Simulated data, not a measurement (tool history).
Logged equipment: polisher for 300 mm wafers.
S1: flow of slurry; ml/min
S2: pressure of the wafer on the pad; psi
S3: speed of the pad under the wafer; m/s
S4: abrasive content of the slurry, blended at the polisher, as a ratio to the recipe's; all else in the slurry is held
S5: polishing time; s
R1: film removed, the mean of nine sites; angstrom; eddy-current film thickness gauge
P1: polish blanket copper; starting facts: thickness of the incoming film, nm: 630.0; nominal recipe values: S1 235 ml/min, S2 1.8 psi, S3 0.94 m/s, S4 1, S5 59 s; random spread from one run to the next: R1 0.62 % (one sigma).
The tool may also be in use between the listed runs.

run 1 day=0.292 | S1=235 S2=1.8 S3=0.94 S4=1 S5=59 | R1=1015.6
run 2 day=0.717 | S1=290 S2=1.8 S3=0.94 S4=1 S5=40 | R1=706.75
run 3 day=1.25 | S1=235 S2=0.9 S3=0.94 S4=1 S5=59 | R1=513.85
run 4 day=1.629 | S1=235 S2=1.8 S3=0.94 S4=1 S5=59 | R1=1006.1
run 5 day=1.975 | S1=235 S2=1.8 S3=0.94 S4=0.65 S5=59 | R1=922.07
run 6 day=2.296 | S1=235 S2=1.8 S3=0.48 S4=1 S5=59 | R1=522.96
run 7 day=2.754 | S1=235 S2=1.8 S3=0.94 S4=1 S5=90 | R1=1568.8
run 8 day=3.304 | S1=235 S2=1.8 S3=0.94 S4=1 S5=59 | R1=1023.4
run 9 day=3.842 | S1=140 S2=1.8 S3=0.94 S4=1 S5=59 | R1=942.06
run 10 day=4.321 | S1=235 S2=1.8 S3=0.94 S4=1 S5=27 | R1=462.75
run 11 day=4.842 | S1=300 S2=1.8 S3=0.94 S4=1 S5=59 | R1=1049
run 12 day=5.383 | S1=235 S2=1.8 S3=0.94 S4=1.45 S5=59 | R1=1109.1
run 13 day=5.879 | S1=145 S2=1.8 S3=0.94 S4=0.75 S5=59 | R1=893.61
-- day=6.383 head pressure recalibrated
run 14 day=6.442 | S1=235 S2=1.8 S3=0.94 S4=1 S5=59 | R1=1016.1
run 15 day=6.917 | S1=235 S2=2.8 S3=0.94 S4=1 S5=59 | R1=1578
run 16 day=7.338 | S1=235 S2=1.8 S3=1.46 S4=1 S5=59 | R1=1576.9
run 17 day=7.758 | S1=235 S2=1.8 S3=0.94 S4=1 S5=59 | R1=1014.6

Run 18 is up next; what results do you expect?
run 18 day=8.288 | S1=235 S2=1.8 S3=0.94 S4=1 S5=59 | R1=?

{"run 18": {"R1": 1017.3}}
